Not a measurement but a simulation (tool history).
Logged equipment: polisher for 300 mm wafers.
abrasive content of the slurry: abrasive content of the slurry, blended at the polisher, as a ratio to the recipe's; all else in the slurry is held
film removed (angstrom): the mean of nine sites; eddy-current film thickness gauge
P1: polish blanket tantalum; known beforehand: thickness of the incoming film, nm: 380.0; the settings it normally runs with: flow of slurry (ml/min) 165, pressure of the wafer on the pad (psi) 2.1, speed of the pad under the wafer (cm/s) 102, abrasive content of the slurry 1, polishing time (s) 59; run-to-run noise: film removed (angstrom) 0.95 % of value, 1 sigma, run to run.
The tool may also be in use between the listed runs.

run,hour,flow of slurry (ml/min),pressure of the wafer on the pad (psi),speed of the pad under the wafer (cm/s),abrasive content of the slurry,polishing time (s),film removed (angstrom)
1,5.3,165,2.1,102,1,59,1049.2
2,10,230,2.1,102,1,59,1093.7
3,13.4,165,2.1,102,1.25,59,1099
4,17.9,165,2.6,102,1,59,1302.2
5,23,165,2.1,102,1,59,1060.4
# hour 23.5: slurry blender recalibrated
6,27.1,165,2.1,102,1,94,1639.2
7,32.4,165,2.1,102,0.5,59,820.1
8,37.6,165,2.1,102,1,59,1046.2
9,42.6,165,2.1,102,1,27,482.61
10,46.5,165,2.1,144,1,59,1509.6
11,51,100,2.1,102,1,59,955.92
# hour 54.1: head pressure recalibrated
12,54.6,240,2.1,102,1,43,796.45
13,60.7,165,1.5,102,1,78,972.72
14,64.5,165,2.1,56,1,59,574.77
15,69.7,165,2.1,102,1,59,1069.7
16,75.2,165,0.9,102,1,59,457.79
17,78.6,165,2.1,102,1,59,1061
18,84.4,165,2.1,102,1,59,1044.1
19,88.5,165,2.1,102,1,59,1017.3

Expected results for the next run?
20,91.9,165,2.1,102,1,59,?

{"run 20": {"film removed (angstrom)": 979.59}}

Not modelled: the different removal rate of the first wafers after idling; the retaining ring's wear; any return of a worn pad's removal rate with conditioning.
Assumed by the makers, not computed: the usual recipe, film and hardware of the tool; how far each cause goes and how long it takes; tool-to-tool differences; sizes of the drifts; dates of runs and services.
